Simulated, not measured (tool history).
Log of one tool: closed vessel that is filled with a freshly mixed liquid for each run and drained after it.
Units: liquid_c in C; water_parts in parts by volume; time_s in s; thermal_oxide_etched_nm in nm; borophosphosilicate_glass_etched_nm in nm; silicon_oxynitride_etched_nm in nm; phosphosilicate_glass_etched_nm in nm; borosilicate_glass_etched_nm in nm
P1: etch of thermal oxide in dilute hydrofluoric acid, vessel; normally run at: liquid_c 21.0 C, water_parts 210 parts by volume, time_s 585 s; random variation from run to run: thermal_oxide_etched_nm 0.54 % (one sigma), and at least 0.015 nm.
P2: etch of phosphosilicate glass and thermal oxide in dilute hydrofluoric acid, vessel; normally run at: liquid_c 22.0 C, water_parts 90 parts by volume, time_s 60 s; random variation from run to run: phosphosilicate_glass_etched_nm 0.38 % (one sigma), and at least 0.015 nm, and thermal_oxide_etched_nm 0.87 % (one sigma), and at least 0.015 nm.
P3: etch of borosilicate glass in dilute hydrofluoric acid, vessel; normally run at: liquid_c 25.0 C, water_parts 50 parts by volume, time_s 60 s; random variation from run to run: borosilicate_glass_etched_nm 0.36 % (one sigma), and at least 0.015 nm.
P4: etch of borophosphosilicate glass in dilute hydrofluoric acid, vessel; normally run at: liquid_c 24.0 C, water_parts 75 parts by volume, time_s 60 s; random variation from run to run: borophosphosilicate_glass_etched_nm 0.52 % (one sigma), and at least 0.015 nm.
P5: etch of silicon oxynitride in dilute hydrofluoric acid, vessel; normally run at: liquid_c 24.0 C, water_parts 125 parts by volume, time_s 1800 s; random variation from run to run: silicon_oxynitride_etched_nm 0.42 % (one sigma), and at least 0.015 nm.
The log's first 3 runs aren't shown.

run,day,process,liquid_c,water_parts,time_s,thermal_oxide_etched_nm,borophosphosilicate_glass_etched_nm,silicon_oxynitride_etched_nm,phosphosilicate_glass_etched_nm,borosilicate_glass_etched_nm
4,0.783,P5,24.0,125,475,,,5.3324,,
5,0.967,P5,24.0,125,1800,,,20.2830,,
6,1.067,P5,31.5,125,1800,,,28.2460,,
7,1.192,P5,24.0,25,1800,,,110.3100,,
8,1.300,P1,28.5,210,585,14.0900,,,,
9,1.467,P2,22.0,90,95,4.6480,,,194.660,
10,1.567,P1,21.0,385,585,5.0209,,,,
11,1.704,P1,21.0,210,585,10.5740,,,,
12,1.817,P1,21.0,210,205,3.7482,,,,
13,1.992,P3,25.0,50,60,,,,,38.689
14,2.121,P3,25.0,50,30,,,,,19.377
15,2.329,P4,24.0,75,60,,70.748,,,
16,2.496,P2,28.0,90,60,3.7833,,,155.260,
17,2.617,P1,17.0,210,585,9.1221,,,,
18,2.754,P1,21.0,210,585,10.6740,,,,
19,2.875,P1,21.0,370,945,8.4669,,,,
20,3.050,P2,22.0,90,60,2.9767,,,122.570,
21,3.200,P3,33.0,50,60,,,,,53.343
22,3.317,P4,24.0,140,60,,34.731,,,
23,3.496,P1,21.0,210,585,10.6730,,,,
24,3.658,P2,22.0,150,60,1.6640,,,69.229,
25,3.833,P1,21.0,210,585,10.7140,,,,
26,3.988,P1,21.0,95,585,26.7840,,,,
27,4.125,P4,32.0,75,60,,96.192,,,

Run 28 comes next. What will it give?
28,4.242,P3,25.0,80,60,,,,,?

Run 28 gave borosilicate_glass_etched_nm 23.368 nm.

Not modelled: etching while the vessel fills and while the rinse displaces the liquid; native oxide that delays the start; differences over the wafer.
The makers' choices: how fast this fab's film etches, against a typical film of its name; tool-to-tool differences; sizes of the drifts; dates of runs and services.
